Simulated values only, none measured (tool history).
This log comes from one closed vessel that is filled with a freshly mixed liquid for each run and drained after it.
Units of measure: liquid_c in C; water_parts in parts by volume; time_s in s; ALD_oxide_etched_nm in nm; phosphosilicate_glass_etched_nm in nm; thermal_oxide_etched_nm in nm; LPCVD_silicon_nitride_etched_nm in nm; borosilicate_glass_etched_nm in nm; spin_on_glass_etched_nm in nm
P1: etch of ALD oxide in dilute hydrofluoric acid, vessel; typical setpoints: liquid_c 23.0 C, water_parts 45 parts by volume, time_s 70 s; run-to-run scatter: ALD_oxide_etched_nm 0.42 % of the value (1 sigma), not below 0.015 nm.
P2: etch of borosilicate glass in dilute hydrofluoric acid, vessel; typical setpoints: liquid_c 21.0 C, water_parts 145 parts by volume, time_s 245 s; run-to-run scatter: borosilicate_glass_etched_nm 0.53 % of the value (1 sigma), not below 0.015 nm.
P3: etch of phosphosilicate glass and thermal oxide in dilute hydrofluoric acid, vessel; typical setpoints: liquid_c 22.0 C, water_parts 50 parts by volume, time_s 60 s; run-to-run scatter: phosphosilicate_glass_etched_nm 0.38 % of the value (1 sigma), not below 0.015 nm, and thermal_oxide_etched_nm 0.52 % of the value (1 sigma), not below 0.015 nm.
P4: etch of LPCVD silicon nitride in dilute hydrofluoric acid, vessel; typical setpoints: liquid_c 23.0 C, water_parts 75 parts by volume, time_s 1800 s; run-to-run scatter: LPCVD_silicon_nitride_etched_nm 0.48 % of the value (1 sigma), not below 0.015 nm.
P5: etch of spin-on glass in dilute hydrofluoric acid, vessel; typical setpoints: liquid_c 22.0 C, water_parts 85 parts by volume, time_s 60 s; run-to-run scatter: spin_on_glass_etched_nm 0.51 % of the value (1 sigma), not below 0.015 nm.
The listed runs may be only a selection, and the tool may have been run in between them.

run	hour	process	liquid_c	water_parts	time_s	hours since the thermometer was replaced	hours since the hydrofluoric acid flow meter was replaced	ALD_oxide_etched_nm	phosphosilicate_glass_etched_nm	thermal_oxide_etched_nm	LPCVD_silicon_nitride_etched_nm	borosilicate_glass_etched_nm	spin_on_glass_etched_nm
1	12.4	P1	23.0	45	70	479.4	1592.0	46.168					
2	24.1	P3	30.5	50	60	491.1	1603.7		99.966	7.6599			
3	34.7	P4	23.0	75	675	501.7	1614.3				3.7609		
4	44.4	P1	31.0	45	70	511.4	1624.0	64.390					
5	59.4	P1	23.0	45	35	526.4	1639.0	23.210					
6	74.3	P1	23.0	25	70	541.3	1653.9	85.399					
7	85.2	P4	23.0	75	1800	552.2	1664.8				10.0840		
8	97.6	P1	23.0	60	70	564.6	1677.2	34.003					
9	111.1	P4	29.0	75	1800	578.1	1690.7				14.8850		
10	125.7	P2	27.0	145	245	592.7	1705.3					59.089	
11	136.6	P1	23.0	45	70	603.6	1716.2	46.405					
12	153.3	P1	19.5	20	70	620.3	1732.9	91.996					
13	162.0	P5	22.0	85	110	629.0	1741.6						44.076
14	178.0	P1	23.0	45	70	645.0	1757.6	46.410					
15	193.9	P1	23.0	45	70	660.9	1773.5	46.341					
16	208.4	P3	22.0	50	60	675.4	1788.0		70.614	5.3475			
17	218.3	P5	22.0	85	60	685.3	1797.9						23.996
18	231.2	P2	21.0	255	245	698.2	1810.8					24.039	
19	241.9	P5	17.0	85	60	708.9	1821.5						19.505
20	255.2	P3	22.0	25	60	722.2	1834.8		146.260	11.2830			
21	270.6	P1	23.0	70	110	737.6	1850.2	45.146					
22	278.7	P1	23.0	70	30	745.7	1858.3	12.432					
23	294.2	P3	22.0	50	60	761.2	1873.8		70.880	5.3663			
24	307.3	P3	22.0	50	30	774.3	1886.9		35.312	2.6870			

Run 25, settings as shown, results not yet in. Your forecast:
25	317.3	P2	21.0	145	485	784.3	1896.9					?	

Run 25 came out at borosilicate_glass_etched_nm 93.823 nm.
